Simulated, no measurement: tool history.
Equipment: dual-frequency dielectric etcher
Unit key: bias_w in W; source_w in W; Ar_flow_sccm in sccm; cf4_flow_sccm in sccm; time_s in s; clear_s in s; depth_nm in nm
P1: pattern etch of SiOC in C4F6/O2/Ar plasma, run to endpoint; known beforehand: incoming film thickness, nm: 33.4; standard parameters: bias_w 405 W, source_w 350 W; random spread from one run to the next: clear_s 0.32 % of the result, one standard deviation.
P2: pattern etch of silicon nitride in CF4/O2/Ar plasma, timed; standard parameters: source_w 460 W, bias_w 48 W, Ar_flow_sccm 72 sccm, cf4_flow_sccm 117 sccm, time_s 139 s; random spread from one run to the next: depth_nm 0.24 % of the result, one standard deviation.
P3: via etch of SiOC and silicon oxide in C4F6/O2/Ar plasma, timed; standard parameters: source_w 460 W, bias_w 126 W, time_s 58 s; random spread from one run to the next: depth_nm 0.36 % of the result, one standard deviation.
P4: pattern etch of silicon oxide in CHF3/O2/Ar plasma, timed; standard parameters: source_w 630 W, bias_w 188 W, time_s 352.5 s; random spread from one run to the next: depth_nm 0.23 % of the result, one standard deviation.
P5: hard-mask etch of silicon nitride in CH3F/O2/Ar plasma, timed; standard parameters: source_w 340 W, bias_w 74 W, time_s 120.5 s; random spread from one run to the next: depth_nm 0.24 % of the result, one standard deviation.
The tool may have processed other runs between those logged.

run,day,process,bias_w,source_w,Ar_flow_sccm,cf4_flow_sccm,time_s,hours since the last wet clean,hours since the last bias power generator calibration,hours since the last source power generator calibration,clear_s,depth_nm
1,0.571,P1,405,350,,,,404.4,1390.2,2912.8,12.525,
2,1.121,P1,405,350,,,,417.6,1403.4,2926,12.465,
3,1.792,P2,48,460,72,73,139,433.7,1419.5,2942.1,,249.65
4,2.392,P5,97,340,,,120.5,448.1,1433.9,2956.5,,87.567
5,3.067,P4,188,630,,,352.5,464.3,1450.1,2972.7,,696.37
6,3.517,P2,48,460,72,117,204.5,475.1,1460.9,2983.5,,385.07
7,4.133,P4,188,630,,,194,489.9,1475.7,2998.3,,381.71
8,4.762,P2,36,460,72,117,139,505,1490.8,3013.4,,238.62
9,5.429,P1,565,350,,,,521,1506.8,3029.4,11.018,
10,5.929,P2,48,460,72,117,139,533,1518.8,3041.4,,262.79
11,6.288,P4,253,630,,,352.5,541.6,1527.4,3050,,769.62
12,6.975,P3,126,460,,,32,558.1,1543.9,3066.5,,33.612
13,7.667,P4,188,860,,,352.5,574.7,1560.5,3083.1,,782.45
14,8.15,P2,48,460,94,117,139,586.3,1572.1,3094.7,,255.85
# day 8.225: bias power generator calibrated
15,8.658,P1,270,350,,,,598.5,10.4,3106.9,14.444,
16,9.1,P1,405,350,,,,609.1,21,3117.5,12.502,
17,9.479,P1,405,350,,,,618.2,30.1,3126.6,12.462,
18,9.983,P5,74,340,,,91,630.3,42.2,3138.7,,59.879
19,10.488,P3,166,460,,,58,642.4,54.3,3150.8,,66.499
20,11.138,P1,405,350,,,,658,69.9,3166.4,12.51,
21,11.742,P4,188,630,,,352.5,672.5,84.4,3180.9,,692.05
22,12.188,P5,74,340,,,120.5,683.2,95.1,3191.6,,79.52
23,12.858,P1,405,350,,,,699.3,111.2,3207.7,12.577,
24,13.312,P2,48,300,72,117,139,710.2,122.1,3218.6,,180.99
25,13.692,P3,126,620,,,58,719.3,131.2,3227.7,,68.945
26,14.296,P1,405,210,,,,733.8,145.7,3242.2,15.082,
27,14.704,P1,511,220,,,,743.6,155.5,3252,13.613,
28,15.008,P5,74,460,,,120.5,750.9,162.8,3259.3,,89.25
29,15.5,P1,405,350,,,,762.7,174.6,3271.1,12.5,
30,15.804,P1,405,460,,,,770,181.9,3278.4,11.346,
31,16.412,P3,126,460,,,58,784.6,196.5,3293,,60.631
32,17.008,P3,126,460,,,58,798.9,210.8,3307.3,,61.043
33,17.592,P1,405,350,,,,812.9,224.8,3321.3,12.451,
34,18.229,P1,405,350,,,,828.2,240.1,3336.6,12.443,
35,18.842,P1,405,350,,,,842.9,254.8,3351.3,12.331,
36,19.367,P1,405,350,,,,855.5,267.4,3363.9,12.306,
37,19.825,P1,405,350,,,,866.5,278.4,3374.9,12.292,

Expected results for the next run?
# day 19.971: wet clean of the chamber
38,20.196,P1,405,350,,,,5.4,287.3,3383.8,?,

Logged for run 38: clear_s 12.352 s.
